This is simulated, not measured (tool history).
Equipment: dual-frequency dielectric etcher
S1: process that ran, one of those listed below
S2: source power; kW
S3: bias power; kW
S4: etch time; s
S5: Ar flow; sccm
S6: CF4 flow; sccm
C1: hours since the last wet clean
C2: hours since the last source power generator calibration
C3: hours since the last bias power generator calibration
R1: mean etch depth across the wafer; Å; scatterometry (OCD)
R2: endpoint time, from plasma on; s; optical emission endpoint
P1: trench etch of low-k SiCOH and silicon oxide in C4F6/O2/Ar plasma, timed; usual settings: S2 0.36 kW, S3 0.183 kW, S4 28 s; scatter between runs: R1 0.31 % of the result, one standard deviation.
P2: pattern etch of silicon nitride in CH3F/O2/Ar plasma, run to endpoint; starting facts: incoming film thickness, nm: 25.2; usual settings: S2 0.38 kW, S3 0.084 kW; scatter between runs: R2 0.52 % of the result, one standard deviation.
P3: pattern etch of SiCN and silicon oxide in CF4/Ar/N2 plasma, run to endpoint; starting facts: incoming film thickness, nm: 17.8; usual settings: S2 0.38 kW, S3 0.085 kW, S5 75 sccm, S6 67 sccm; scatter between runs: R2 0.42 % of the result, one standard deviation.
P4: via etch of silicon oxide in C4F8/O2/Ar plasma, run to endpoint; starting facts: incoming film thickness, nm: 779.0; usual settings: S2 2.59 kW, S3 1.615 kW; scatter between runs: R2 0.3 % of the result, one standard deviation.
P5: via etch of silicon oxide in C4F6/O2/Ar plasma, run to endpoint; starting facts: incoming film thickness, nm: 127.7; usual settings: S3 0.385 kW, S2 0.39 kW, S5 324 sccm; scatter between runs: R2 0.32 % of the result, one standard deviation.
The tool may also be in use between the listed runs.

run	day	S1	S2	S3	S4	S5	S6	C1	C2	C3	R1	R2
1	0.208	P1	0.36	0.183	28			192.4	1525.9	945.6	822.33	
2	0.621	P5	0.39	0.534		324		202.3	1535.8	955.5		28.163
3	0.908	P5	0.39	0.385		421		209.2	1542.7	962.4		32.475
4	1.346	P1	0.36	0.183	28			219.7	1553.2	972.9	815.5	
5	1.625	P2	0.38	0.05				226.4	1559.9	979.6		41.98
6	2.008	P2	0.38	0.084				235.6	1569.1	988.8		34.68
7	2.267	P5	0.49	0.385		324		241.8	1575.3	995		29.102
8	2.55	P1	0.48	0.237	28			248.6	1582.1	1001.8	995.41	
# day 2.629: bias power generator calibrated
9	2.871	P3	0.38	0.085		75	48	256.3	1589.8	5.9		23.134
10	3.208	P1	0.36	0.183	39.5			264.4	1597.9	14	1155	
11	3.454	P2	0.53	0.084				270.3	1603.8	19.9		30.761
12	3.896	P1	0.25	0.183	28			280.9	1614.4	30.5	708.4	
13	4.146	P3	0.38	0.085		56	67	286.9	1620.4	36.5		21.141
14	4.458	P3	0.38	0.085		75	67	294.4	1627.9	44		21.834
15	4.721	P1	0.36	0.222	28			300.7	1634.2	50.3	872.35	
16	5.112	P5	0.39	0.385		324		310.1	1643.6	59.7		31.712
17	5.475	P2	0.38	0.084				318.8	1652.3	68.4		34.877
18	5.871	P4	2.59	1.615				328.3	1661.8	77.9		148.03
19	6.225	P4	1.5	1.615				336.8	1670.3	86.4		184.43
20	6.583	P1	0.22	0.183	19.5			345.4	1678.9	95	469.64	
21	7.033	P1	0.45	0.183	20			356.2	1689.7	105.8	637.66	
22	7.338	P1	0.36	0.183	28			363.5	1697	113.1	817.18	
23	7.729	P1	0.36	0.183	19.5			372.9	1706.4	122.5	573.72	
24	7.996	P1	0.36	0.15	28			379.3	1712.8	128.9	769.39	
25	8.317	P1	0.44	0.183	28			387	1720.5	136.6	887.84	
26	8.717	P3	0.31	0.085		75	67	396.6	1730.1	146.2		26.128
27	9.1	P4	2.59	1.615				405.8	1739.3	155.4		148.59
28	9.488	P3	0.38	0.052		75	67	415.1	1748.6	164.7		25.675
29	9.7	P4	2.59	1.068				420.2	1753.7	169.8		163.47
30	10.146	P1	0.36	0.183	28			430.9	1764.4	180.5	820.19	
31	10.533	P1	0.36	0.183	28			440.2	1773.7	189.8	818.87	
32	10.938	P1	0.36	0.183	28			449.9	1783.4	199.5	812.01	
33	11.146	P1	0.36	0.183	28			454.9	1788.4	204.5	811.58	
34	11.379	P1	0.36	0.183	28			460.5	1794	210.1	815.23	
35	11.783	P1	0.36	0.183	28			470.2	1803.7	219.8	808.59	
36	12.167	P1	0.36	0.183	28			479.4	1812.9	229	805.56	
37	12.6	P1	0.36	0.183	28			489.8	1823.3	239.4	807.1	
# day 12.933: wet clean of the chamber
38	13.05	P1	0.36	0.183	28			2.9	1834.1	250.2	810.88	
39	13.292	P1	0.36	0.183	28			8.7	1839.9	256	808.47	
40	13.512	P1	0.36	0.183	28			14	1845.2	261.3	804.46	
41	13.896	P1	0.36	0.183	28			23.2	1854.4	270.5	803.6	
42	14.167	P1	0.36	0.183	28			29.7	1860.9	277	803.33	

The output of P1 has drifted from where it used to be. Each of the 2 causes below, taken at the size shown beside it, accounts for the log equally well:
A: bias power that arrives under what is set, % = 4.81
B: source power that arrives under what is set, % = 3.96
The creep began at about day 10.533.
Excluded causes, each with its reason:
chamber walls in a state that lowers the etch rate, %: serviced after onset, at day 12.933, with no recovery of the prior output

Which of the check runs below tells the causes apart, meaning the causes would give it clearly different results? Each run uses 3 wafers whose results are averaged, and each result is shown as a question mark.
check 1	14.438	P4	1.57	1.229								?
check 2	14.438	P2	0.51	0.06								?
check 3	14.438	P3	0.31	0.057		75	67					?
check 4	14.438	P5	0.39	0.455		324						?

Check results expected under each cause:
check	result	if A	if B
check 1	R2	197.65	198.39
check 2	R2	35.439	35.434
check 3	R2	30.406	31.03
check 4	R2	30.394	30.297
Distance between the nearest two causes, measured in the result of the check that separates them most: check 1 0.38 %; check 2 0.01 %; check 3 2.03 %; check 4 0.32 %
Check 3 is the one run that separates the causes; every other check would come out nearly the same whichever cause is at work.

Running check 3 produced the following: R2 30.453 s. Which one of the listed causes fits?

Of the candidate causes, it is A: bias power that arrives under what is set, %.
